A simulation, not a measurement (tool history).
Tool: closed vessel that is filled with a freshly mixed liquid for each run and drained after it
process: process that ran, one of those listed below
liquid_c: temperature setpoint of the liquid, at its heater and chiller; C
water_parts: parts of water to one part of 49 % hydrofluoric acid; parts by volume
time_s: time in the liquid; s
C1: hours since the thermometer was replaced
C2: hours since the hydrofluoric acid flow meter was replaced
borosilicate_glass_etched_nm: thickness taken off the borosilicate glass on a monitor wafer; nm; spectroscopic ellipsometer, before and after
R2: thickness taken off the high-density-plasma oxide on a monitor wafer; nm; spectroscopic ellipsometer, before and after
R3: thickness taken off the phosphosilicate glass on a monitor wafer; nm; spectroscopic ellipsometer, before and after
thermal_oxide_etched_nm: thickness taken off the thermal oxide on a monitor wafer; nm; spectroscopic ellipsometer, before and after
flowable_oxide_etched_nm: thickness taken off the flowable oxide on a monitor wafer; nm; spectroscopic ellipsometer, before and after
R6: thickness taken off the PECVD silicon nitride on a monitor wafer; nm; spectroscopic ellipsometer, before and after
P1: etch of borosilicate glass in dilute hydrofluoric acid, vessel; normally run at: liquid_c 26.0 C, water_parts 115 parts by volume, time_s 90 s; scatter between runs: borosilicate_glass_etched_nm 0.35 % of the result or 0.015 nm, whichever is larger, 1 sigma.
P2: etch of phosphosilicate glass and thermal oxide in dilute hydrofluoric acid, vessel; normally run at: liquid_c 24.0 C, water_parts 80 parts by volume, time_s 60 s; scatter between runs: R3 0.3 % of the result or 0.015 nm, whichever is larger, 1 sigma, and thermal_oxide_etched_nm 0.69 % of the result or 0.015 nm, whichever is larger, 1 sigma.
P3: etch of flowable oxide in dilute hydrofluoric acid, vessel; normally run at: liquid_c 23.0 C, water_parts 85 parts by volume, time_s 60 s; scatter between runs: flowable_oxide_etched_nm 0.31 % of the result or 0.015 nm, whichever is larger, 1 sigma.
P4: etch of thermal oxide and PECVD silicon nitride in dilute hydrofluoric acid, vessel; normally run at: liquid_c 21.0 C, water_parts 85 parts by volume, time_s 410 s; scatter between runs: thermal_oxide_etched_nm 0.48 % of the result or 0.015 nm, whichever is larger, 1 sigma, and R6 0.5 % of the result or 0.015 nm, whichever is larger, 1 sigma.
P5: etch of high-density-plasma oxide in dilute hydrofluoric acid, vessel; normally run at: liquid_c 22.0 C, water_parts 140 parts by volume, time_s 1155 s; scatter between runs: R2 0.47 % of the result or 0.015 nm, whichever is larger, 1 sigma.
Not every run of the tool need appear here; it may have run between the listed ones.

{"run": 1, "day": 0.258, "process": "P1", "liquid_c": 26.0, "water_parts": 115, "time_s": 90, "C1": 2080.3, "C2": 414.8, "borosilicate_glass_etched_nm": 24.858}
{"run": 2, "day": 0.779, "process": "P1", "liquid_c": 30.5, "water_parts": 115, "time_s": 170, "C1": 2092.8, "C2": 427.3, "borosilicate_glass_etched_nm": 55.234}
{"run": 3, "day": 1.321, "process": "P5", "liquid_c": 22.0, "water_parts": 140, "time_s": 1155, "C1": 2105.8, "C2": 440.3, "R2": 36.799}
{"run": 4, "day": 1.775, "process": "P1", "liquid_c": 26.0, "water_parts": 175, "time_s": 90, "C1": 2116.7, "C2": 451.2, "borosilicate_glass_etched_nm": 15.224}
{"run": 5, "day": 2.042, "process": "P2", "liquid_c": 24.0, "water_parts": 80, "time_s": 60, "C1": 2123.1, "C2": 457.6, "R3": 122.97, "thermal_oxide_etched_nm": 3.6781}
{"run": 6, "day": 2.538, "process": "P1", "liquid_c": 26.0, "water_parts": 115, "time_s": 170, "C1": 2135.0, "C2": 469.5, "borosilicate_glass_etched_nm": 46.714}
{"run": 7, "day": 2.838, "process": "P1", "liquid_c": 26.0, "water_parts": 115, "time_s": 90, "C1": 2142.2, "C2": 476.7, "borosilicate_glass_etched_nm": 25.017}
{"run": 8, "day": 3.096, "process": "P3", "liquid_c": 23.0, "water_parts": 85, "time_s": 60, "C1": 2148.4, "C2": 482.9, "flowable_oxide_etched_nm": 15.069}
{"run": 9, "day": 3.567, "process": "P1", "liquid_c": 22.5, "water_parts": 115, "time_s": 90, "C1": 2159.7, "C2": 494.2, "borosilicate_glass_etched_nm": 21.755}
{"run": 10, "day": 4.129, "process": "P4", "liquid_c": 21.0, "water_parts": 85, "time_s": 410, "C1": 2173.2, "C2": 507.7, "thermal_oxide_etched_nm": 19.043, "R6": 12.444}
{"run": 11, "day": 4.583, "process": "P1", "liquid_c": 26.0, "water_parts": 115, "time_s": 90, "C1": 2184.1, "C2": 518.6, "borosilicate_glass_etched_nm": 24.811}
{"run": 12, "day": 5.096, "process": "P2", "liquid_c": 24.0, "water_parts": 25, "time_s": 60, "C1": 2196.4, "C2": 530.9, "R3": 422.53, "thermal_oxide_etched_nm": 12.805}
{"run": 13, "day": 5.5, "process": "P5", "liquid_c": 17.0, "water_parts": 140, "time_s": 1155, "C1": 2206.1, "C2": 540.6, "R2": 30.062}
{"run": 14, "day": 5.792, "process": "P5", "liquid_c": 22.0, "water_parts": 140, "time_s": 595, "C1": 2213.1, "C2": 547.6, "R2": 18.988}
{"run": 15, "day": 6.258, "process": "P3", "liquid_c": 23.0, "water_parts": 85, "time_s": 30, "C1": 2224.3, "C2": 558.8, "flowable_oxide_etched_nm": 7.5391}
{"run": 16, "day": 6.629, "process": "P2", "liquid_c": 24.0, "water_parts": 80, "time_s": 30, "C1": 2233.2, "C2": 567.7, "R3": 60.999, "thermal_oxide_etched_nm": 1.8221}
{"run": 17, "day": 7.083, "process": "P3", "liquid_c": 23.0, "water_parts": 85, "time_s": 60, "C1": 2244.1, "C2": 578.6, "flowable_oxide_etched_nm": 15.158}
{"run": 18, "day": 7.575, "process": "P4", "liquid_c": 21.0, "water_parts": 85, "time_s": 410, "C1": 2255.9, "C2": 590.4, "thermal_oxide_etched_nm": 18.915, "R6": 12.483}
{"run": 19, "day": 8.175, "process": "P4", "liquid_c": 29.5, "water_parts": 85, "time_s": 410, "C1": 2270.3, "C2": 604.8, "thermal_oxide_etched_nm": 26.419, "R6": 21.947}
{"run": 20, "day": 8.729, "process": "P1", "liquid_c": 26.0, "water_parts": 115, "time_s": 90, "C1": 2283.6, "C2": 618.1, "borosilicate_glass_etched_nm": 24.757}
{"run": 21, "day": 9.158, "process": "P1", "liquid_c": 26.0, "water_parts": 40, "time_s": 90, "C1": 2293.9, "C2": 628.4, "borosilicate_glass_etched_nm": 78.763}
{"run": 22, "day": 9.479, "process": "P5", "liquid_c": 22.0, "water_parts": 140, "time_s": 1155, "C1": 2301.6, "C2": 636.1, "R2": 36.797}
{"run": 23, "day": 10.083, "process": "P1", "liquid_c": 30.0, "water_parts": 115, "time_s": 90, "C1": 2316.1, "C2": 650.6, "borosilicate_glass_etched_nm": 29.027}
{"run": 24, "day": 10.533, "process": "P1", "liquid_c": 26.0, "water_parts": 200, "time_s": 145, "C1": 2326.9, "C2": 661.4, "borosilicate_glass_etched_nm": 20.714}
{"run": 25, "day": 11.021, "process": "P1", "liquid_c": 26.0, "water_parts": 115, "time_s": 30, "C1": 2338.6, "C2": 673.1, "borosilicate_glass_etched_nm": 8.2162}
{"run": 26, "day": 11.296, "process": "P3", "liquid_c": 23.0, "water_parts": 145, "time_s": 60, "C1": 2345.2, "C2": 679.7, "flowable_oxide_etched_nm": 8.2665}
{"run": 27, "day": 11.692, "process": "P2", "liquid_c": 17.0, "water_parts": 80, "time_s": 60, "C1": 2354.7, "C2": 689.2, "R3": 91.831, "thermal_oxide_etched_nm": 2.7831}
{"run": 28, "day": 12.175, "process": "P4", "liquid_c": 21.0, "water_parts": 85, "time_s": 710, "C1": 2366.3, "C2": 700.8, "thermal_oxide_etched_nm": 32.733, "R6": 21.605}
{"run": 29, "day": 12.558, "process": "P3", "liquid_c": 28.0, "water_parts": 85, "time_s": 60, "C1": 2375.5, "C2": 710.0, "flowable_oxide_etched_nm": 18.488}
{"run": 30, "day": 12.9, "process": "P5", "liquid_c": 22.0, "water_parts": 205, "time_s": 1155, "C1": 2383.7, "C2": 718.2, "R2": 23.528}
{"run": 31, "day": 13.471, "process": "P4", "liquid_c": 21.0, "water_parts": 130, "time_s": 410, "C1": 2397.4, "C2": 731.9, "thermal_oxide_etched_nm": 11.745, "R6": 8.2665}
{"run": 32, "day": 13.854, "process": "P1", "liquid_c": 26.0, "water_parts": 115, "time_s": 90, "C1": 2406.6, "C2": 741.1, "borosilicate_glass_etched_nm": 24.689}
{"run": 33, "day": 14.171, "process": "P1", "liquid_c": 26.0, "water_parts": 115, "time_s": 90, "C1": 2414.2, "C2": 748.7, "borosilicate_glass_etched_nm": 25.469}
{"run": 34, "day": 14.775, "process": "P1", "liquid_c": 26.0, "water_parts": 115, "time_s": 90, "C1": 2428.7, "C2": 763.2, "borosilicate_glass_etched_nm": 25.979}
{"run": 35, "day": 15.175, "process": "P1", "liquid_c": 26.0, "water_parts": 115, "time_s": 90, "C1": 2438.3, "C2": 772.8, "borosilicate_glass_etched_nm": 26.287}
{"run": 36, "day": 15.492, "process": "P1", "liquid_c": 26.0, "water_parts": 115, "time_s": 90, "C1": 2445.9, "C2": 780.4, "borosilicate_glass_etched_nm": 26.475}
{"run": 37, "day": 15.821, "process": "P1", "liquid_c": 26.0, "water_parts": 115, "time_s": 90, "C1": 2453.8, "C2": 788.3, "borosilicate_glass_etched_nm": 26.492}
{"run": 38, "day": 16.208, "process": "P1", "liquid_c": 26.0, "water_parts": 115, "time_s": 90, "C1": 2463.1, "C2": 797.6, "borosilicate_glass_etched_nm": 26.558}
{"run": 39, "day": 16.738, "process": "P1", "liquid_c": 26.0, "water_parts": 115, "time_s": 90, "C1": 2475.8, "C2": 810.3, "borosilicate_glass_etched_nm": 26.378}
{"run": 40, "day": 17.225, "process": "P1", "liquid_c": 26.0, "water_parts": 115, "time_s": 90, "C1": 2487.5, "C2": 822.0, "borosilicate_glass_etched_nm": 26.832}

The log shows P1 creeping away from where it was. Any of the 2 causes listed here, at the size stated for it, fits the log just as well as the others:
A: liquid hotter than its thermometer reads (K) = 1.85
B: hydrofluoric acid flow above the setpoint (%) = 6.35
The drift started at roughly day 13.854.

Below are 4 check runs, each on a single wafer, with their results shown as question marks. Which of them would tell the listed causes apart, meaning the causes would give clearly different results under it?
{"run": "check 1", "day": 17.712, "process": "P5", "liquid_c": 22.0, "water_parts": 140, "time_s": 1155, "R2": "?"}
{"run": "check 2", "day": 17.712, "process": "P3", "liquid_c": 23.0, "water_parts": 85, "time_s": 60, "flowable_oxide_etched_nm": "?"}
{"run": "check 3", "day": 17.712, "process": "P4", "liquid_c": 21.0, "water_parts": 85, "time_s": 410, "thermal_oxide_etched_nm": "?", "R6": "?"}
{"run": "check 4", "day": 17.712, "process": "P2", "liquid_c": 24.0, "water_parts": 80, "time_s": 60, "R3": "?", "thermal_oxide_etched_nm": "?"}

What every check run would give for each of its results, assuming each possible cause in turn:
check=check_1 result=R2 if_A=39.534 if_B=39.490
check=check_2 result=flowable_oxide_etched_nm if_A=16.2450 if_B=16.1430
check=check_3 result=thermal_oxide_etched_nm if_A=20.3700 if_B=20.2100
check=check_3 result=R6 if_A=14.1940 if_B=13.3080
check=check_4 result=R3 if_A=132.140 if_B=131.340
check=check_4 result=thermal_oxide_etched_nm if_A=3.9469 if_B=3.9228
Distance between the nearest two causes, measured in the result of the check that separates them most: check 1 0.11 %; check 2 0.63 %; check 3 6.45 %; check 4 0.61 %
The other checks would show nearly matching results whichever cause is true, so check 3 is the only one that separates the causes.

After running check 3, the following was obtained: thermal_oxide_etched_nm 20.1940 nm; R6 13.3470 nm. Which cause does this point to?

Of the candidate causes, it is B: hydrofluoric acid flow above the setpoint (%).
